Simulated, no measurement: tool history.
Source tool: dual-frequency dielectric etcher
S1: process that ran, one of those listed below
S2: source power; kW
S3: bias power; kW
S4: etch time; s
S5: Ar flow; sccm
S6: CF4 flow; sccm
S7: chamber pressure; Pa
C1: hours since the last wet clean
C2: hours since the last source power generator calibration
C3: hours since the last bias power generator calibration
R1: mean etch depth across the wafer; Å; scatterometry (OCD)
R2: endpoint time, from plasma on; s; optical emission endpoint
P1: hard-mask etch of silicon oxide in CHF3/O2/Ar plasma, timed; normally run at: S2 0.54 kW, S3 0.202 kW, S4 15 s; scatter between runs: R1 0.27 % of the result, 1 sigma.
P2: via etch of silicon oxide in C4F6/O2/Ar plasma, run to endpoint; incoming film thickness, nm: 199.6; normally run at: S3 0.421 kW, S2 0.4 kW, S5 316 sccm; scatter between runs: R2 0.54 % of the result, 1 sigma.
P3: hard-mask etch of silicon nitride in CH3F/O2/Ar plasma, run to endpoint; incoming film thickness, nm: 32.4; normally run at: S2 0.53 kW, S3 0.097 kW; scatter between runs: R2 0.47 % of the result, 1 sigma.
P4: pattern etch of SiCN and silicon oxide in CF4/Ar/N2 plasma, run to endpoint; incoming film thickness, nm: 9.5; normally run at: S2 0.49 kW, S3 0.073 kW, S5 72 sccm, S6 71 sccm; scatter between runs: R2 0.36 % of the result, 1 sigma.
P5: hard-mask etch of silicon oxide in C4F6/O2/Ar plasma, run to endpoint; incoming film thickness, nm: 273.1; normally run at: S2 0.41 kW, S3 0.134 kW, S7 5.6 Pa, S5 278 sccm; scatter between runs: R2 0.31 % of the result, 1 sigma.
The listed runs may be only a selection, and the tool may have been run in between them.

Run 1, day 0.296: S1 P1, S2 0.54 kW, S3 0.202 kW, S4 15 s; C1 323.4; C2 1695.8; C3 1111.4. Result: R1 288.65 Å.
Run 2, day 0.612: S1 P1, S2 0.54 kW, S3 0.202 kW, S4 15 s; C1 331; C2 1703.4; C3 1119. Result: R1 287.6 Å.
Run 3, day 0.892: S1 P2, S2 0.4 kW, S3 0.421 kW, S5 443 sccm; C1 337.7; C2 1710.1; C3 1125.7. Result: R2 51.449 s.
Run 4, day 1.342: S1 P1, S2 0.54 kW, S3 0.202 kW, S4 15 s; C1 348.5; C2 1720.9; C3 1136.5. Result: R1 289.01 Å.
Run 5, day 1.696: S1 P1, S2 0.74 kW, S3 0.202 kW, S4 15 s; C1 357; C2 1729.4; C3 1145. Result: R1 325.35 Å.
Run 6, day 2.042: S1 P4, S2 0.49 kW, S3 0.073 kW, S5 72 sccm, S6 93 sccm; C1 365.3; C2 1737.7; C3 1153.3. Result: R2 9.2088 s.
Run 7, day 2.483: S1 P4, S2 0.59 kW, S3 0.073 kW, S5 72 sccm, S6 71 sccm; C1 375.9; C2 1748.3; C3 1163.9. Result: R2 8.1248 s.
Run 8, day 2.792: S1 P1, S2 0.54 kW, S3 0.202 kW, S4 8 s; C1 383.3; C2 1755.7; C3 1171.3. Result: R1 154.03 Å.
Run 9, day 3.108: S1 P4, S2 0.49 kW, S3 0.073 kW, S5 72 sccm, S6 71 sccm; C1 390.9; C2 1763.3; C3 1178.9. Result: R2 9.5398 s.
Run 10, day 3.362: S1 P2, S2 0.3 kW, S3 0.421 kW, S5 316 sccm; C1 397; C2 1769.4; C3 1185. Result: R2 54.875 s.
Run 11, day 3.567: S1 P1, S2 0.54 kW, S3 0.202 kW, S4 15 s; C1 401.9; C2 1774.3; C3 1189.9. Result: R1 286.97 Å.
Run 12, day 3.85: S1 P1, S2 0.54 kW, S3 0.149 kW, S4 15 s; C1 408.7; C2 1781.1; C3 1196.7. Result: R1 260.41 Å.
Run 13, day 4.204: S1 P1, S2 0.38 kW, S3 0.202 kW, S4 15 s; C1 417.2; C2 1789.6; C3 1205.2. Result: R1 251.97 Å.
Run 14, day 4.642: S1 P1, S2 0.54 kW, S3 0.202 kW, S4 15 s; C1 427.7; C2 1800.1; C3 1215.7. Result: R1 288.04 Å.
Run 15, day 5.012: S1 P1, S2 0.73 kW, S3 0.241 kW, S4 15 s; C1 436.6; C2 1809; C3 1224.6. Result: R1 344.74 Å.
Run 16, day 5.396: S1 P5, S2 0.31 kW, S3 0.134 kW, S5 278 sccm, S7 5.6 Pa; C1 445.8; C2 1818.2; C3 1233.8. Result: R2 107.28 s.
Run 17, day 5.783: S1 P3, S2 0.53 kW, S3 0.097 kW; C1 455.1; C2 1827.5; C3 1243.1. Result: R2 37.421 s.
Run 18, day 6.117: S1 P2, S2 0.4 kW, S3 0.266 kW, S5 316 sccm; C1 463.1; C2 1835.5; C3 1251.1. Result: R2 57.961 s.
Run 19, day 6.538: S1 P5, S2 0.41 kW, S3 0.134 kW, S5 278 sccm, S7 5.6 Pa; C1 473.2; C2 1845.6; C3 1261.2. Result: R2 96.603 s.
Run 20, day 6.762: S1 P1, S2 0.54 kW, S3 0.202 kW, S4 20 s; C1 478.6; C2 1851; C3 1266.6. Result: R1 384.87 Å.
Run 21, day 7.154: S1 P5, S2 0.41 kW, S3 0.134 kW, S5 369 sccm, S7 5.6 Pa; C1 488; C2 1860.4; C3 1276. Result: R2 99.661 s.
Run 22, day 7.433: S1 P3, S2 0.53 kW, S3 0.097 kW; C1 494.7; C2 1867.1; C3 1282.7. Result: R2 37.126 s.
Run 23, day 7.721: S1 P3, S2 0.53 kW, S3 0.057 kW; C1 501.6; C2 1874; C3 1289.6. Result: R2 44.819 s.
Run 24, day 8.017: S1 P2, S2 0.4 kW, S3 0.421 kW, S5 316 sccm; C1 508.7; C2 1881.1; C3 1296.7. Result: R2 49.415 s.
Run 25, day 8.288: S1 P5, S2 0.41 kW, S3 0.179 kW, S5 278 sccm, S7 5.6 Pa; C1 515.2; C2 1887.6; C3 1303.2. Result: R2 88.181 s.
Run 26, day 8.7: S1 P3, S2 0.31 kW, S3 0.097 kW; C1 525.1; C2 1897.5; C3 1313.1. Result: R2 45.455 s.
Run 27, day 8.95: S1 P4, S2 0.49 kW, S3 0.046 kW, S5 72 sccm, S6 71 sccm; C1 531.1; C2 1903.5; C3 1319.1. Result: R2 10.897 s.
Run 28, day 9.238: S1 P5, S2 0.41 kW, S3 0.134 kW, S5 278 sccm, S7 7.6 Pa; C1 538; C2 1910.4; C3 1326. Result: R2 100.46 s.
Run 29, day 9.517: S1 P1, S2 0.54 kW, S3 0.279 kW, S4 15 s; C1 544.7; C2 1917.1; C3 1332.7. Result: R1 323.67 Å.
Run 30, day 9.95: S1 P2, S2 0.4 kW, S3 0.421 kW, S5 316 sccm; C1 555.1; C2 1927.5; C3 1343.1. Result: R2 49.691 s.
Run 31, day 10.175: S1 P5, S2 0.41 kW, S3 0.134 kW, S5 278 sccm, S7 5.6 Pa; C1 560.5; C2 1932.9; C3 1348.5. Result: R2 96.674 s.
Run 32, day 10.404: S1 P4, S2 0.49 kW, S3 0.073 kW, S5 45 sccm, S6 71 sccm; C1 566; C2 1938.4; C3 1354. Result: R2 8.9946 s.
Run 33, day 10.775: S1 P1, S2 0.54 kW, S3 0.202 kW, S4 15 s; C1 574.9; C2 1947.3; C3 1362.9. Result: R1 288.6 Å.
Run 34, day 11.067: S1 P1, S2 0.54 kW, S3 0.202 kW, S4 15 s; C1 581.9; C2 1954.3; C3 1369.9. Result: R1 290.11 Å.
Run 35, day 11.333: S1 P1, S2 0.54 kW, S3 0.202 kW, S4 15 s; C1 588.3; C2 1960.7; C3 1376.3. Result: R1 290.68 Å.
At day 11.65: wet clean of the chamber.
Run 36, day 11.758: S1 P1, S2 0.54 kW, S3 0.202 kW, S4 15 s; C1 2.6; C2 1970.9; C3 1386.5. Result: R1 291.88 Å.
Run 37, day 12.146: S1 P1, S2 0.54 kW, S3 0.202 kW, S4 15 s; C1 11.9; C2 1980.2; C3 1395.8. Result: R1 292.94 Å.
Run 38, day 12.504: S1 P1, S2 0.54 kW, S3 0.202 kW, S4 15 s; C1 20.5; C2 1988.8; C3 1404.4. Result: R1 292.55 Å.
Run 39, day 12.796: S1 P1, S2 0.54 kW, S3 0.202 kW, S4 15 s; C1 27.5; C2 1995.8; C3 1411.4. Result: R1 293.26 Å.

P1 no longer gives what it gave before; its output has crept away from where it was. The following 2 causes, each at its listed size, fit the log equally well:
A: source power that arrives over what is set, % = 3.68
B: bias power that arrives over what is set, % = 4.02
The process output started creeping at around day 10.775.
Excluded causes, each with its reason:
chamber walls in a state that raises the etch rate, %: serviced at day 11.65, after the drift had started, without restoring the earlier output

The list below offers 4 check runs, each averaging the results of 2 wafers, and shows each result as a question mark. For which of them would the listed causes give clearly different results?
Run check 1, day 13.088: S1 P4, S2 0.49 kW, S3 0.073 kW, S5 47 sccm, S6 71 sccm. Result: R2 ?.
Run check 2, day 13.088: S1 P2, S2 0.4 kW, S3 0.266 kW, S5 439 sccm. Result: R2 ?.
Run check 3, day 13.088: S1 P5, S2 0.41 kW, S3 0.176 kW, S5 368 sccm, S7 5.6 Pa. Result: R2 ?.
Run check 4, day 13.088: S1 P3, S2 0.35 kW, S3 0.073 kW. Result: R2 ?.

Expected result of each check under each candidate cause:
  check  result    if A    if B
check 1      R2  8.7387  8.9179
check 2      R2  59.195   59.22
check 3      R2  90.304  90.457
check 4      R2   47.49  47.485
How far apart the two closest causes lie, in the result that separates them most: check 1 2.03 %; check 2 0.04 %; check 3 0.17 %; check 4 0.01 %
Of the check runs offered, only check 1 discriminates between the causes; the rest would read about the same regardless of which cause applies.

Check 1 has now been run. It gave: R2 8.7612 s. Which of the candidate causes is it?

The correct cause is A, namely: source power that arrives over what is set, %.

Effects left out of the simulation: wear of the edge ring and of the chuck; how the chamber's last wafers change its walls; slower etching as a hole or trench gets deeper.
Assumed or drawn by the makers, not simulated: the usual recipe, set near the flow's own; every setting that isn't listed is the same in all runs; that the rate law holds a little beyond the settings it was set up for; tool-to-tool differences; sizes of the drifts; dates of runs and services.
